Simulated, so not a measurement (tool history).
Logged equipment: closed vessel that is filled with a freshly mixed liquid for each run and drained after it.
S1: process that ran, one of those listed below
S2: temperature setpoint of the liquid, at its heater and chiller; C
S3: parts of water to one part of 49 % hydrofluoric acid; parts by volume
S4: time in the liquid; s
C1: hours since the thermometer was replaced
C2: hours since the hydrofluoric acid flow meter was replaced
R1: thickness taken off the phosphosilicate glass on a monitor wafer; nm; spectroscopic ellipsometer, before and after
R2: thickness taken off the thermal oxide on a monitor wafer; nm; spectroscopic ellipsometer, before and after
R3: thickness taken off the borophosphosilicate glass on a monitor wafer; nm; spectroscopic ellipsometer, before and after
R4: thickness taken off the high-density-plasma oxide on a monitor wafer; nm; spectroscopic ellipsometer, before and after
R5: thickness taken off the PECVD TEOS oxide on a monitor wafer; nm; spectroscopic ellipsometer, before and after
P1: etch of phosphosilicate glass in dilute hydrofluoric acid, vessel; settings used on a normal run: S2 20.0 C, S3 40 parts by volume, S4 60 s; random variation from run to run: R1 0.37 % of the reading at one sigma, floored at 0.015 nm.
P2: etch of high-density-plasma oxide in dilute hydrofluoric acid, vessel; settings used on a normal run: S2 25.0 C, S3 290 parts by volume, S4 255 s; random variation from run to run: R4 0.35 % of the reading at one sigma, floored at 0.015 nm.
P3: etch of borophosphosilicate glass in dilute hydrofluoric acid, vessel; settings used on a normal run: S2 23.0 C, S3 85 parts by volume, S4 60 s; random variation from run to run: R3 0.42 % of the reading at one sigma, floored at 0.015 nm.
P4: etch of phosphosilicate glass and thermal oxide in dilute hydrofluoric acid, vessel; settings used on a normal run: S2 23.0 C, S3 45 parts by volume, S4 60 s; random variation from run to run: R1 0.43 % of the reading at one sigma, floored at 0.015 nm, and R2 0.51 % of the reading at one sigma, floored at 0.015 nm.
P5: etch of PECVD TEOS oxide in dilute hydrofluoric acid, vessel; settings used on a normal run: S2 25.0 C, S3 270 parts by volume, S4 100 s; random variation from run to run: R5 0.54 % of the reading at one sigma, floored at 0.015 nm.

run	hour	S1	S2	S3	S4	C1	C2	R1	R2	R3	R4	R5
1	11.6	P1	20.0	40	60	304.8	178.3	117.560				
2	20.2	P4	23.0	45	90	313.4	186.9	412.860	9.1963			
3	31.6	P3	23.0	85	30	324.8	198.3			19.982		
4	43.1	P2	17.0	290	255	336.3	209.8				5.2867	
5	50.2	P1	20.0	65	60	343.4	216.9	70.242				
6	62.9	P1	20.0	40	105	356.1	229.6	204.540				
7	72.1	P5	25.0	270	100	365.3	238.8					5.7373
8	78.6	P3	23.0	150	60	371.8	245.3			20.940		
9	91.0	P1	20.0	40	60	384.2	257.7	117.290				
10	101.7	P2	25.0	290	255	394.9	268.4				7.0468	
11	110.0	P5	25.0	100	100	403.2	276.7					19.0150
12	118.9	P4	18.0	45	60	412.1	285.6	222.260	4.9386			
13	126.9	P1	20.0	40	30	420.1	293.6	58.917				
14	134.3	P5	32.5	270	100	427.5	301.0					7.3644
15	144.5	P1	20.0	60	35	437.7	311.2	44.426				
16	152.4	P2	25.0	290	490	445.6	319.1				13.4990	
17	164.0	P1	24.0	40	60	457.2	330.7	138.460				
18	174.2	P4	23.0	45	60	467.4	340.9	277.170	6.0931			
19	187.1	P3	23.0	85	60	480.3	353.8			40.032		
20	197.7	P1	17.0	40	60	490.9	364.4	102.960				
21	209.8	P1	20.0	40	60	503.0	376.5	117.190				
22	217.4	P1	20.0	40	60	510.6	384.1	117.220				
23	226.5	P5	25.0	270	30	519.7	393.2					1.7343
24	237.1	P1	20.0	40	60	530.3	403.8	117.170				
25	247.9	P4	23.0	75	60	541.1	414.6	157.670	3.5082			
26	258.8	P4	23.0	45	60	552.0	425.5	277.450	6.0702			
27	268.9	P1	20.0	20	60	562.1	435.6	240.570				
28	281.0	P5	25.0	270	100	574.2	447.7					5.8115
29	289.0	P2	25.0	65	255	582.2	455.7				40.6870	
30	294.9	P3	17.0	85	60	588.1	461.6			30.804		
31	305.2	P1	20.0	40	60	598.4	471.9	116.820				
32	316.1	P1	20.0	40	60	609.3	482.8	113.000				
33	328.4	P1	20.0	40	60	621.6	495.1	111.760				
34	336.2	P1	20.0	40	60	629.4	502.9	110.620				
35	346.5	P1	20.0	40	60	639.7	513.2	109.910				
36	353.3	P1	20.0	40	60	646.5	520.0	109.600				
37	363.9	P1	20.0	40	60	657.1	530.6	109.870				

What P1 gives has crept away from where it was. These 2 causes fit the log equally well, each at the size given:
A: hydrofluoric acid flow below the setpoint (%) = 6.09
B: liquid colder than its thermometer reads (K) = 1.54
The drift started at roughly hour 305.2.

The list below offers 4 check runs, each averaging the results of 2 wafers, and shows each result as a question mark. For which of them would the listed causes give clearly different results?
check 1	374.5	P5	30.0	270	100							?
check 2	374.5	P3	17.0	85	30					?		
check 3	374.5	P2	17.5	75	255						?	
check 4	374.5	P4	19.5	75	60			?	?			

Expected result of each check under each candidate cause:
check	result	if A	if B
check 1	R5	6.3013	6.5024
check 2	R3	14.485	14.524
check 3	R4	23.8690	23.9170
check 4	R1	128.470	128.900
check 4	R2	2.8499	2.8595
Per-check spread between the two closest causes, in the result where they differ most: check 1 3.14 %; check 2 0.27 %; check 3 0.2 %; check 4 0.33 %
Check 1 distinguishes between the causes, while the remaining checks would return nearly the same result for all of them.

With check 1 done, the readings were: R5 6.5195 nm. Identify which of the listed causes applies.

It is B: liquid colder than its thermometer reads (K).
